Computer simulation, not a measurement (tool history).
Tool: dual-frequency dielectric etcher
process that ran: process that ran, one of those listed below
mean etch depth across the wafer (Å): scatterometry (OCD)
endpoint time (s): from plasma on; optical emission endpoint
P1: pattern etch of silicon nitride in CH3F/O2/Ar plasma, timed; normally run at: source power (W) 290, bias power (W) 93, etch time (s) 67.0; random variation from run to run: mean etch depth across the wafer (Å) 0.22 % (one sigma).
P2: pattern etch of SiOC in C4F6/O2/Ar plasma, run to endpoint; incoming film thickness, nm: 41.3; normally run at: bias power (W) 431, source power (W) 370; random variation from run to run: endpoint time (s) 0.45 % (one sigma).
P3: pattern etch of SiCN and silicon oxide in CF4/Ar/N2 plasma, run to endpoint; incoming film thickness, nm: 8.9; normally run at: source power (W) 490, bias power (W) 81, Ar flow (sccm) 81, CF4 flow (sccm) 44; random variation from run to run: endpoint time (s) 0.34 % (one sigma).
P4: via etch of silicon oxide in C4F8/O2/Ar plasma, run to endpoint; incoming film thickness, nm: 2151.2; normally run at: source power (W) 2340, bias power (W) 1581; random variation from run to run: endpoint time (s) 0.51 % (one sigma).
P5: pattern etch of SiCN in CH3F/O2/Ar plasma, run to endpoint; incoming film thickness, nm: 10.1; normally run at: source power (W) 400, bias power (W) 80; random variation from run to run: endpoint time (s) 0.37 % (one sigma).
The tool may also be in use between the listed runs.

run,hour,process that ran,source power (W),bias power (W),etch time (s),Ar flow (sccm),CF4 flow (sccm),hours since the last wet clean,hours since the last source power generator calibration,hours since the last bias power generator calibration,mean etch depth across the wafer (Å),endpoint time (s)
1,15.6,P1,290,93,67.0,,,104.6,1969.4,1144.9,448.43,
2,28.9,P4,2340,1041,,,,117.9,1982.7,1158.2,,458.4900
3,41.1,P3,600,81,,81,44,130.1,1994.9,1170.4,,8.0780
4,57.8,P1,180,93,93.0,,,146.8,2011.6,1187.1,521.67,
5,75.5,P2,500,431,,,,164.5,2029.3,1204.8,,13.7470
6,84.8,P5,400,80,,,,173.8,2038.6,1214.1,,26.2290
7,101.3,P1,290,93,67.0,,,190.3,2055.1,1230.6,449.68,
8,112.2,P1,290,93,67.0,,,201.2,2066.0,1241.5,447.33,
9,122.8,P3,490,81,,81,44,211.8,2076.6,1252.1,,9.6592
10,133.7,P4,1530,1581,,,,222.7,2087.5,1263.0,,492.3400
11,142.3,P1,290,93,67.0,,,231.3,2096.1,1271.6,448.04,
12,153.3,P1,290,93,67.0,,,242.3,2107.1,1282.6,448.09,
13,168.1,P1,290,57,67.0,,,257.1,2121.9,1297.4,375.79,
14,183.9,P1,360,93,67.0,,,272.9,2137.7,1313.2,485.13,
15,195.9,P3,490,81,,81,60,284.9,2149.7,1325.2,,9.1855
16,207.1,P1,290,93,84.5,,,296.1,2160.9,1336.4,566.00,
17,217.6,P4,2340,1581,,,,306.6,2171.4,1346.9,,411.4700
18,231.3,P1,290,93,67.0,,,320.3,2185.1,1360.6,447.33,
19,245.4,P2,370,431,,,,334.4,2199.2,1374.7,,15.5000
20,258.5,P1,290,93,40.5,,,347.5,2212.3,1387.8,269.74,
21,271.1,P3,490,48,,81,44,360.1,2224.9,1400.4,,11.5230
22,281.5,P5,540,80,,,,370.5,2235.3,1410.8,,23.5710
23,290.9,P5,400,47,,,,379.9,2244.7,1420.2,,31.4560
24,302.4,P1,210,68,67.0,,,391.4,2256.2,1431.7,354.39,

Forecast run 25:
25,311.8,P1,290,112,67.0,,,400.8,2265.6,1441.1,?,

Run 25 gave mean etch depth across the wafer (Å) 479.31.

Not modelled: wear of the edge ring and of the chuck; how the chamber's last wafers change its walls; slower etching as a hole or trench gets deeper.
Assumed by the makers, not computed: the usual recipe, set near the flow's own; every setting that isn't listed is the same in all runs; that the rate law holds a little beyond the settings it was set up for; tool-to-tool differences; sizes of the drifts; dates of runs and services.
